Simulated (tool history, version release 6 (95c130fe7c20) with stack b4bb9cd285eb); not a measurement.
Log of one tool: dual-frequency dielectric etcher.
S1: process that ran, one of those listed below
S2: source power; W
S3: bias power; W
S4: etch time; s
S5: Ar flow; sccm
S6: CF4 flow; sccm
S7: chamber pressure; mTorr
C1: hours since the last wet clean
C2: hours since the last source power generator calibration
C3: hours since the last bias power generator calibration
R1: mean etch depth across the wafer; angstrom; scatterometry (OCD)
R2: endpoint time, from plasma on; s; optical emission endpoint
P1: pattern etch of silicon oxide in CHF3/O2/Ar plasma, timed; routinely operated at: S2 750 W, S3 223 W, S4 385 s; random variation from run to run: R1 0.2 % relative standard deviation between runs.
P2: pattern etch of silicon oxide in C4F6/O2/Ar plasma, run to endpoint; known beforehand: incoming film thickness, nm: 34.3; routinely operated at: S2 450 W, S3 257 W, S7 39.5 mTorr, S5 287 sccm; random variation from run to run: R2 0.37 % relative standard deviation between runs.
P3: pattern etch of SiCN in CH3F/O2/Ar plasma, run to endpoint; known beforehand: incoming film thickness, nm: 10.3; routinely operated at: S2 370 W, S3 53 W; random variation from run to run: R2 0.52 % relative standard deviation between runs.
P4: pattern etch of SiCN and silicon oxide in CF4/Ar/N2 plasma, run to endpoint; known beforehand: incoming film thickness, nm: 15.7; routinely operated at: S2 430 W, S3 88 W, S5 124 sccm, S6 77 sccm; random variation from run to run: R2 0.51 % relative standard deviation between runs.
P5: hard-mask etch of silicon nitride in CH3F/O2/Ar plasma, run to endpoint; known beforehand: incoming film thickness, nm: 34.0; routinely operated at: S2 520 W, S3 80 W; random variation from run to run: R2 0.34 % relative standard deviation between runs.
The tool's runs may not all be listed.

Run 1, hour 16.3: S1 P1, S2 750 W, S3 223 W, S4 385 s; C1 382; C2 1108.5; C3 2907.2. Result: R1 8790.3 angstrom.
Run 2, hour 29: S1 P4, S2 330 W, S3 88 W, S5 124 sccm, S6 77 sccm; C1 394.7; C2 1121.2; C3 2919.9. Result: R2 22.499 s.
Run 3, hour 46.6: S1 P5, S2 390 W, S3 80 W; C1 412.3; C2 1138.8; C3 2937.5. Result: R2 47.632 s.
Run 4, hour 56.9: S1 P1, S2 750 W, S3 303 W, S4 282 s; C1 422.6; C2 1149.1; C3 2947.8. Result: R1 7193.6 angstrom.
Run 5, hour 68.7: S1 P1, S2 750 W, S3 223 W, S4 547.5 s; C1 434.4; C2 1160.9; C3 2959.6. Result: R1 12532 angstrom.
Run 6, hour 76.9: S1 P2, S2 450 W, S3 311 W, S5 287 sccm, S7 39.5 mTorr; C1 442.6; C2 1169.1; C3 2967.8. Result: R2 8.882 s.
Run 7, hour 84.9: S1 P3, S2 370 W, S3 35 W; C1 450.6; C2 1177.1; C3 2975.8. Result: R2 35.357 s.
Run 8, hour 101.6: S1 P1, S2 990 W, S3 287 W, S4 385 s; C1 467.3; C2 1193.8; C3 2992.5. Result: R1 10718 angstrom.
Run 9, hour 109.8: S1 P4, S2 430 W, S3 88 W, S5 124 sccm, S6 107 sccm; C1 475.5; C2 1202; C3 3000.7. Result: R2 16.807 s.
Run 10, hour 127.4: S1 P3, S2 250 W, S3 53 W; C1 493.1; C2 1219.6; C3 3018.3. Result: R2 35.761 s.
Run 11, hour 137.6: S1 P4, S2 430 W, S3 88 W, S5 163 sccm, S6 77 sccm; C1 503.3; C2 1229.8; C3 3028.5. Result: R2 18.529 s.
Run 12, hour 148.3: S1 P2, S2 280 W, S3 257 W, S5 287 sccm, S7 39.5 mTorr; C1 514; C2 1240.5; C3 3039.2. Result: R2 11.365 s.
Run 13, hour 162.1: S1 P1, S2 750 W, S3 223 W, S4 385 s; C1 527.8; C2 1254.3; C3 3053. Result: R1 8814.1 angstrom.
Run 14, hour 170.8: S1 P1, S2 750 W, S3 223 W, S4 293 s; C1 536.5; C2 1263; C3 3061.7. Result: R1 6701.2 angstrom.
Run 15, hour 183.4: S1 P1, S2 750 W, S3 223 W, S4 385 s; C1 549.1; C2 1275.6; C3 3074.3. Result: R1 8808.6 angstrom.
Run 16, hour 198.1: S1 P1, S2 750 W, S3 223 W, S4 385 s; C1 563.8; C2 1290.3; C3 3089. Result: R1 8789.2 angstrom.
Run 17, hour 214.3: S1 P2, S2 450 W, S3 257 W, S5 175 sccm, S7 39.5 mTorr; C1 580; C2 1306.5; C3 3105.2. Result: R2 9.0051 s.
At hour 220.1: bias power generator calibrated.
Run 18, hour 223.2: S1 P5, S2 520 W, S3 53 W; C1 588.9; C2 1315.4; C3 3.1. Result: R2 48.553 s.
Run 19, hour 232.2: S1 P2, S2 450 W, S3 257 W, S5 287 sccm, S7 55 mTorr; C1 597.9; C2 1324.4; C3 12.1. Result: R2 9.8538 s.
Run 20, hour 241.2: S1 P1, S2 750 W, S3 223 W, S4 385 s; C1 606.9; C2 1333.4; C3 21.1. Result: R1 8816.8 angstrom.
Run 21, hour 256.6: S1 P3, S2 370 W, S3 53 W; C1 622.3; C2 1348.8; C3 36.5. Result: R2 30.786 s.
Run 22, hour 267.6: S1 P4, S2 430 W, S3 88 W, S5 124 sccm, S6 77 sccm; C1 633.3; C2 1359.8; C3 47.5. Result: R2 17.703 s.
Run 23, hour 280.2: S1 P1, S2 750 W, S3 223 W, S4 385 s; C1 645.9; C2 1372.4; C3 60.1. Result: R1 8822.5 angstrom.
Run 24, hour 298.5: S1 P1, S2 750 W, S3 309 W, S4 385 s; C1 664.2; C2 1390.7; C3 78.4. Result: R1 9908.9 angstrom.
Run 25, hour 309.9: S1 P1, S2 990 W, S3 223 W, S4 218.5 s; C1 675.6; C2 1402.1; C3 89.8. Result: R1 5551.5 angstrom.
Run 26, hour 321.7: S1 P1, S2 750 W, S3 149 W, S4 385 s; C1 687.4; C2 1413.9; C3 101.6. Result: R1 7719 angstrom.
Run 27, hour 337: S1 P5, S2 520 W, S3 80 W; C1 702.7; C2 1429.2; C3 116.9. Result: R2 42.426 s.
Run 28, hour 352.5: S1 P4, S2 430 W, S3 121 W, S5 124 sccm, S6 77 sccm; C1 718.2; C2 1444.7; C3 132.4. Result: R2 15.822 s.
Run 29, hour 369.4: S1 P1, S2 560 W, S3 223 W, S4 385 s; C1 735.1; C2 1461.6; C3 149.3. Result: R1 7892.9 angstrom.
Run 30, hour 381.8: S1 P4, S2 430 W, S3 88 W, S5 124 sccm, S6 77 sccm; C1 747.5; C2 1474; C3 161.7. Result: R2 17.583 s.
Run 31, hour 390.5: S1 P2, S2 450 W, S3 257 W, S5 287 sccm, S7 39.5 mTorr; C1 756.2; C2 1482.7; C3 170.4. Result: R2 9.4856 s.
Run 32, hour 402.9: S1 P1, S2 1040 W, S3 223 W, S4 385 s; C1 768.6; C2 1495.1; C3 182.8. Result: R1 9944.2 angstrom.
Run 33, hour 413: S1 P1, S2 750 W, S3 223 W, S4 385 s; C1 778.7; C2 1505.2; C3 192.9. Result: R1 8851.6 angstrom.
Run 34, hour 429.9: S1 P1, S2 750 W, S3 223 W, S4 385 s; C1 795.6; C2 1522.1; C3 209.8. Result: R1 8777.2 angstrom.
Run 35, hour 442.2: S1 P1, S2 750 W, S3 223 W, S4 385 s; C1 807.9; C2 1534.4; C3 222.1. Result: R1 8719.6 angstrom.
Run 36, hour 450.1: S1 P1, S2 750 W, S3 223 W, S4 385 s; C1 815.8; C2 1542.3; C3 230. Result: R1 8731.7 angstrom.
At hour 462.3: wet clean of the chamber.
Run 37, hour 462.7: S1 P1, S2 750 W, S3 223 W, S4 385 s; C1 0.4; C2 1554.9; C3 242.6. Result: R1 8665.2 angstrom.
Run 38, hour 473.2: S1 P1, S2 750 W, S3 223 W, S4 385 s; C1 10.9; C2 1565.4; C3 253.1. Result: R1 8701.7 angstrom.
Run 39, hour 485.6: S1 P1, S2 750 W, S3 223 W, S4 385 s; C1 23.3; C2 1577.8; C3 265.5. Result: R1 8712.6 angstrom.
Run 40, hour 493.5: S1 P1, S2 750 W, S3 223 W, S4 385 s; C1 31.2; C2 1585.7; C3 273.4. Result: R1 8693.8 angstrom.
Run 41, hour 506.7: S1 P1, S2 750 W, S3 223 W, S4 385 s; C1 44.4; C2 1598.9; C3 286.6. Result: R1 8700.2 angstrom.
Run 42, hour 525.1: S1 P1, S2 750 W, S3 223 W, S4 385 s; C1 62.8; C2 1617.3; C3 305. Result: R1 8697.3 angstrom.

P1 no longer gives what it gave before; its output has crept away from where it was. The following 2 causes, each at its listed size, fit the log equally well:
A: source power that arrives under what is set, % = 4.1
B: bias power that arrives under what is set, % = 4.51
The drift started at roughly hour 413.
Each remaining cause and why it is not a fit:
chamber walls in a state that lowers the etch rate, %: its service at hour 462.3 followed the start of the drift and did not put the process back to its old value

You are offered 4 check runs, listed below with question marks in place of their results; each one averages 3 wafers. Which run separates the listed causes by giving clearly different results for each?
Run check 1, hour 543.5: S1 P2, S2 300 W, S3 257 W, S5 287 sccm, S7 39.5 mTorr. Result: R2 ?.
Run check 2, hour 543.5: S1 P4, S2 430 W, S3 88 W, S5 124 sccm, S6 101 sccm. Result: R2 ?.
Run check 3, hour 543.5: S1 P5, S2 520 W, S3 61 W. Result: R2 ?.
Run check 4, hour 543.5: S1 P3, S2 310 W, S3 53 W. Result: R2 ?.

Predicted outcomes, by check and by cause:
  check  result    if A    if B
check 1      R2  11.255  11.255
check 2      R2  17.659  17.292
check 3      R2   47.25  47.184
check 4      R2  33.649  33.631
Distance between the nearest two causes, measured in the result of the check that separates them most: check 1 0 %; check 2 2.1 %; check 3 0.14 %; check 4 0.05 %
Check 2 tells the causes apart: in the others they would give nearly the same result.

After running check 2, the following was obtained: R2 17.633 s. Which cause does this point to?

The correct cause is A, namely: source power that arrives under what is set, %.
